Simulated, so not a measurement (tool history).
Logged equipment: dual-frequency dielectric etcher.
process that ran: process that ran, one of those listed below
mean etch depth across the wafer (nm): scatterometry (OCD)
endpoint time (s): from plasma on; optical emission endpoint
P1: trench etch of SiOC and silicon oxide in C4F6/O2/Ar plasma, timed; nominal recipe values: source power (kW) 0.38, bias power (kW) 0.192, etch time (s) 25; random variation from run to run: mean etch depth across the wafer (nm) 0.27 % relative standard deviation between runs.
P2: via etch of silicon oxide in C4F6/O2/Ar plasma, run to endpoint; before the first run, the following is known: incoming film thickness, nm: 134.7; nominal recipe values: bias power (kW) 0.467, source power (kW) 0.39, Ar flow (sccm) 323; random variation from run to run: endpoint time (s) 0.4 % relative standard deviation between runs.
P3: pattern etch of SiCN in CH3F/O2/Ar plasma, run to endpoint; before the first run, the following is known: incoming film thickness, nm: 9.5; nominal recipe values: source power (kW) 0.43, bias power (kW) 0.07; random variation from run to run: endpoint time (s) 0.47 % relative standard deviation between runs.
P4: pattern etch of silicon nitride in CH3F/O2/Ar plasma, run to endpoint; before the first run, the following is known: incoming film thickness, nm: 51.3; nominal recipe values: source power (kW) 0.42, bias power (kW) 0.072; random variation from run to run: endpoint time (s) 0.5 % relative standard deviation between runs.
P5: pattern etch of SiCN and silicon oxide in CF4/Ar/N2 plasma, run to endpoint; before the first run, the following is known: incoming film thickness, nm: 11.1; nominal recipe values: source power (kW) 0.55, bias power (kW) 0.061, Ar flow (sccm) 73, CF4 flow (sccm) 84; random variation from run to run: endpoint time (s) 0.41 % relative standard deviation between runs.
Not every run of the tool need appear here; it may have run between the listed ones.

run,hour,process that ran,source power (kW),bias power (kW),etch time (s),Ar flow (sccm),CF4 flow (sccm),mean etch depth across the wafer (nm),endpoint time (s)
1,15.6,P1,0.38,0.192,25,,,47.616,
2,22.5,P1,0.38,0.192,15.5,,,29.438,
3,36.4,P5,0.55,0.061,,73,84,,10.47
4,51.4,P2,0.39,0.467,,219,,,29.51
5,63,P1,0.38,0.192,25,,,47.394,
6,73.7,P2,0.39,0.271,,323,,,37.171
7,88.4,P3,0.43,0.07,,,,,25.025
8,102.6,P5,0.55,0.061,,73,84,,10.526
9,113.6,P1,0.38,0.132,25,,,42.46,
10,123.4,P4,0.42,0.072,,,,,74.45
11,138.6,P5,0.35,0.061,,73,84,,15.777
12,153.3,P5,0.55,0.061,,55,84,,10.154
13,168.4,P2,0.39,0.467,,323,,,30.535
14,183.4,P1,0.38,0.192,25,,,47.482,
15,198.6,P1,0.38,0.192,25,,,47.765,
# hour 199.8: bias power generator calibrated
16,212.5,P1,0.38,0.192,25,,,47.57,
17,224.2,P1,0.28,0.192,25,,,42.449,
18,239.1,P4,0.42,0.101,,,,,66.009
19,248.4,P4,0.42,0.072,,,,,74.708
20,256.1,P3,0.55,0.07,,,,,22.859
21,267.5,P1,0.38,0.234,25,,,50.732,
22,276.8,P2,0.31,0.467,,323,,,33.134
23,289.4,P5,0.55,0.072,,73,84,,10.023
24,300.1,P1,0.38,0.192,25,,,47.705,
25,308.5,P2,0.39,0.467,,323,,,30.503

Expected results for the next run?
26,317.7,P1,0.5,0.192,25,,,?,

For run 26 the tool returned mean etch depth across the wafer (nm) 52.912.

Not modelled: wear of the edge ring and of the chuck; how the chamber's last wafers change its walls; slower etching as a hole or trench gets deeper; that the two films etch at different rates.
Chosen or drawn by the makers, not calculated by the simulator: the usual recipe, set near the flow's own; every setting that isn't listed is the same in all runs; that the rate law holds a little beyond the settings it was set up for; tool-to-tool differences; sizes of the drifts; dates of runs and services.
